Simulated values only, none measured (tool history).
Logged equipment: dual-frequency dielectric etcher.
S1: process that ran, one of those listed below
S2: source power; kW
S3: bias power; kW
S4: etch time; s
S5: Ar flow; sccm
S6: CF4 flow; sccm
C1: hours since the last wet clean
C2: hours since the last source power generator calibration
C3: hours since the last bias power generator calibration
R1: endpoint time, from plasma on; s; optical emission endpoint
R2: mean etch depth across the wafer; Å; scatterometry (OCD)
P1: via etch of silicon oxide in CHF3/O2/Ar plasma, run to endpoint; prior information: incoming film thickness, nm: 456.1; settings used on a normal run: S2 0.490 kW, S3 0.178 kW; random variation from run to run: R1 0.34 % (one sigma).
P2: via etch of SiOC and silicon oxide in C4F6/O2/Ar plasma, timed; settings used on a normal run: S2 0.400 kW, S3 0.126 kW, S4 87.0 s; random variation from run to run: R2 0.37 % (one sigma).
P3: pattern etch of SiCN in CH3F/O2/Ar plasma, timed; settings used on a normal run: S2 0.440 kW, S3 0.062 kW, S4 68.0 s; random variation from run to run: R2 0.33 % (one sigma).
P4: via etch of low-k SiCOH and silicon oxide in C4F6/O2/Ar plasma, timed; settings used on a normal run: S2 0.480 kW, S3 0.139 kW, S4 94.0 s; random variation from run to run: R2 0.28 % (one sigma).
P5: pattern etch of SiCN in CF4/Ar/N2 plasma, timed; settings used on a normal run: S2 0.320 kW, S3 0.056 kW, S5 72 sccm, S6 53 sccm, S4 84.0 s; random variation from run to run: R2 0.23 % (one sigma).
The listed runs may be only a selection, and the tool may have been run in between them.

Run 1, hour 7.9: S1 P1, S2 0.490 kW, S3 0.178 kW; C1 338.2; C2 1927.7; C3 1610.4. Result: R1 252.16 s.
Run 2, hour 15.8: S1 P3, S2 0.440 kW, S3 0.042 kW, S4 68.0 s; C1 346.1; C2 1935.6; C3 1618.3. Result: R2 219.92 Å.
Run 3, hour 23.7: S1 P4, S2 0.480 kW, S3 0.186 kW, S4 94.0 s; C1 354.0; C2 1943.5; C3 1626.2. Result: R2 2826.50 Å.
Run 4, hour 32.3: S1 P1, S2 0.490 kW, S3 0.178 kW; C1 362.6; C2 1952.1; C3 1634.8. Result: R1 252.26 s.
Run 5, hour 41.5: S1 P3, S2 0.440 kW, S3 0.062 kW, S4 68.0 s; C1 371.8; C2 1961.3; C3 1644.0. Result: R2 249.20 Å.
Run 6, hour 47.3: S1 P5, S2 0.320 kW, S3 0.044 kW, S4 84.0 s, S5 72 sccm, S6 53 sccm; C1 377.6; C2 1967.1; C3 1649.8. Result: R2 460.36 Å.
Run 7, hour 55.5: S1 P1, S2 0.670 kW, S3 0.139 kW; C1 385.8; C2 1975.3; C3 1658.0. Result: R1 243.07 s.
Run 8, hour 64.2: S1 P1, S2 0.490 kW, S3 0.142 kW; C1 394.5; C2 1984.0; C3 1666.7. Result: R1 271.70 s.
Run 9, hour 68.8: S1 P1, S2 0.490 kW, S3 0.251 kW; C1 399.1; C2 1988.6; C3 1671.3. Result: R1 222.38 s.
Run 10, hour 77.3: S1 P1, S2 0.640 kW, S3 0.224 kW; C1 407.6; C2 1997.1; C3 1679.8. Result: R1 211.89 s.
Run 11, hour 81.8: S1 P4, S2 0.480 kW, S3 0.139 kW, S4 94.0 s; C1 412.1; C2 2001.6; C3 1684.3. Result: R2 2584.80 Å.
Run 12, hour 88.1: S1 P2, S2 0.400 kW, S3 0.126 kW, S4 87.0 s; C1 418.4; C2 2007.9; C3 1690.6. Result: R2 895.95 Å.
Run 13, hour 96.2: S1 P3, S2 0.440 kW, S3 0.062 kW, S4 99.5 s; C1 426.5; C2 2016.0; C3 1698.7. Result: R2 363.98 Å.
Run 14, hour 102.1: S1 P2, S2 0.400 kW, S3 0.126 kW, S4 66.5 s; C1 432.4; C2 2021.9; C3 1704.6. Result: R2 683.15 Å.
Run 15, hour 109.3: S1 P1, S2 0.690 kW, S3 0.178 kW; C1 439.6; C2 2029.1; C3 1711.8. Result: R1 220.36 s.
Run 16, hour 116.2: S1 P1, S2 0.490 kW, S3 0.178 kW; C1 446.5; C2 2036.0; C3 1718.7. Result: R1 251.92 s.
Run 17, hour 125.1: S1 P5, S2 0.410 kW, S3 0.056 kW, S4 84.0 s, S5 72 sccm, S6 53 sccm; C1 455.4; C2 2044.9; C3 1727.6. Result: R2 622.53 Å.
Run 18, hour 134.4: S1 P3, S2 0.580 kW, S3 0.062 kW, S4 68.0 s; C1 464.7; C2 2054.2; C3 1736.9. Result: R2 276.41 Å.
Run 19, hour 143.3: S1 P4, S2 0.480 kW, S3 0.139 kW, S4 129.0 s; C1 473.6; C2 2063.1; C3 1745.8. Result: R2 3549.50 Å.
Run 20, hour 150.9: S1 P1, S2 0.360 kW, S3 0.178 kW; C1 481.2; C2 2070.7; C3 1753.4. Result: R1 283.03 s.
Run 21, hour 157.4: S1 P5, S2 0.320 kW, S3 0.056 kW, S4 84.0 s, S5 72 sccm, S6 64 sccm; C1 487.7; C2 2077.2; C3 1759.9. Result: R2 512.96 Å.
Run 22, hour 162.1: S1 P5, S2 0.320 kW, S3 0.056 kW, S4 84.0 s, S5 72 sccm, S6 53 sccm; C1 492.4; C2 2081.9; C3 1764.6. Result: R2 499.87 Å.
Run 23, hour 170.8: S1 P3, S2 0.440 kW, S3 0.062 kW, S4 68.0 s; C1 501.1; C2 2090.6; C3 1773.3. Result: R2 248.88 Å.
Run 24, hour 178.5: S1 P1, S2 0.490 kW, S3 0.178 kW; C1 508.8; C2 2098.3; C3 1781.0. Result: R1 252.43 s.
Run 25, hour 185.6: S1 P4, S2 0.480 kW, S3 0.139 kW, S4 94.0 s; C1 515.9; C2 2105.4; C3 1788.1. Result: R2 2594.50 Å.

What will run 26 give?
Run 26, hour 190.2: S1 P2, S2 0.400 kW, S3 0.172 kW, S4 87.0 s; C1 520.5; C2 2110.0; C3 1792.7. Result: R2 ?.

For run 26 the tool returned R2 975.66 Å.

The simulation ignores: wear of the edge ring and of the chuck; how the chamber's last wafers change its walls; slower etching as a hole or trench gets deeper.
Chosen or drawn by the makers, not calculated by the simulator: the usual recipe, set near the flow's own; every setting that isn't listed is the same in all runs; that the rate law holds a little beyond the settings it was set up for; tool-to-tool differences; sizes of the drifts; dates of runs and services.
